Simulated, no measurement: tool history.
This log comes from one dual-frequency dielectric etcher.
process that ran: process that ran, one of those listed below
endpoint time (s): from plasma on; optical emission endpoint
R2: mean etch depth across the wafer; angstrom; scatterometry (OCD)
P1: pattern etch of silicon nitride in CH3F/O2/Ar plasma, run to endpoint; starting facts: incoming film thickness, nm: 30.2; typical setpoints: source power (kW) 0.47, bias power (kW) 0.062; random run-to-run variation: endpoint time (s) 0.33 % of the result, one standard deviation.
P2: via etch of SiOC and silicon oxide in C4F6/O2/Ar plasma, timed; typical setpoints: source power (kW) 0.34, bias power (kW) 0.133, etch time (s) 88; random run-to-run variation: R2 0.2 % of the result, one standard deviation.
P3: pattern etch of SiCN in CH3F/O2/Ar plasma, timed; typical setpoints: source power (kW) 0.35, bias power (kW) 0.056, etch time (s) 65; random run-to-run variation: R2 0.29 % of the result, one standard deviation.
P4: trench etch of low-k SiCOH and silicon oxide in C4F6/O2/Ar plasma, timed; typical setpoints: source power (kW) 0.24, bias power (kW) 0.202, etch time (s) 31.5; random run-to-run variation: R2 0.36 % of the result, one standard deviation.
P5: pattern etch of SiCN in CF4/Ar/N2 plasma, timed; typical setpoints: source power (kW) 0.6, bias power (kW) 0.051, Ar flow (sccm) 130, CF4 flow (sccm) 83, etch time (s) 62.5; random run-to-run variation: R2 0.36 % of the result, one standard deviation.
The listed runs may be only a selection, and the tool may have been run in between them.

run 1 hour=6.6 | process_that_ran=P1 source_power_(kW)=0.47 bias_power_(kW)=0.062 | endpoint_time_(s)=43.45
run 2 hour=17.7 | process_that_ran=P3 source_power_(kW)=0.35 bias_power_(kW)=0.033 etch_time_(s)=65 | R2=182.4
run 3 hour=30.5 | process_that_ran=P1 source_power_(kW)=0.58 bias_power_(kW)=0.062 | endpoint_time_(s)=40.011
run 4 hour=41.8 | process_that_ran=P5 source_power_(kW)=0.6 bias_power_(kW)=0.051 etch_time_(s)=62.5 Ar_flow_(sccm)=130 CF4_flow_(sccm)=83 | R2=587.63
-- hour=49.1 source power generator calibrated
run 5 hour=54.2 | process_that_ran=P5 source_power_(kW)=0.6 bias_power_(kW)=0.051 etch_time_(s)=62.5 Ar_flow_(sccm)=130 CF4_flow_(sccm)=67 | R2=566.56
run 6 hour=67.5 | process_that_ran=P5 source_power_(kW)=0.6 bias_power_(kW)=0.051 etch_time_(s)=62.5 Ar_flow_(sccm)=96 CF4_flow_(sccm)=83 | R2=618.56
run 7 hour=74.2 | process_that_ran=P1 source_power_(kW)=0.47 bias_power_(kW)=0.062 | endpoint_time_(s)=43.542
run 8 hour=83.8 | process_that_ran=P5 source_power_(kW)=0.43 bias_power_(kW)=0.051 etch_time_(s)=62.5 Ar_flow_(sccm)=130 CF4_flow_(sccm)=83 | R2=435.6
run 9 hour=92.7 | process_that_ran=P1 source_power_(kW)=0.47 bias_power_(kW)=0.062 | endpoint_time_(s)=43.6
run 10 hour=101.8 | process_that_ran=P5 source_power_(kW)=0.6 bias_power_(kW)=0.036 etch_time_(s)=62.5 Ar_flow_(sccm)=130 CF4_flow_(sccm)=83 | R2=527.94
run 11 hour=115.6 | process_that_ran=P2 source_power_(kW)=0.34 bias_power_(kW)=0.133 etch_time_(s)=88 | R2=830.12
run 12 hour=125.2 | process_that_ran=P4 source_power_(kW)=0.24 bias_power_(kW)=0.202 etch_time_(s)=46 | R2=1201
run 13 hour=136.4 | process_that_ran=P5 source_power_(kW)=0.6 bias_power_(kW)=0.051 etch_time_(s)=42.5 Ar_flow_(sccm)=130 CF4_flow_(sccm)=83 | R2=400.39
run 14 hour=144.2 | process_that_ran=P4 source_power_(kW)=0.24 bias_power_(kW)=0.202 etch_time_(s)=31.5 | R2=825.89
run 15 hour=150.9 | process_that_ran=P2 source_power_(kW)=0.34 bias_power_(kW)=0.133 etch_time_(s)=117 | R2=1103.3
run 16 hour=159.3 | process_that_ran=P1 source_power_(kW)=0.37 bias_power_(kW)=0.046 | endpoint_time_(s)=52.74
run 17 hour=165.7 | process_that_ran=P1 source_power_(kW)=0.27 bias_power_(kW)=0.062 | endpoint_time_(s)=53.987
run 18 hour=178.3 | process_that_ran=P1 source_power_(kW)=0.47 bias_power_(kW)=0.062 | endpoint_time_(s)=43.565
run 19 hour=190.1 | process_that_ran=P3 source_power_(kW)=0.24 bias_power_(kW)=0.056 etch_time_(s)=65 | R2=187.52
run 20 hour=203.3 | process_that_ran=P3 source_power_(kW)=0.35 bias_power_(kW)=0.056 etch_time_(s)=65 | R2=215.98
run 21 hour=214.5 | process_that_ran=P4 source_power_(kW)=0.24 bias_power_(kW)=0.163 etch_time_(s)=31.5 | R2=766.69

What will run 22 give?
run 22 hour=221.3 | process_that_ran=P2 source_power_(kW)=0.34 bias_power_(kW)=0.081 etch_time_(s)=88 | R2=?

{"run 22": {"R2": 717.9}}
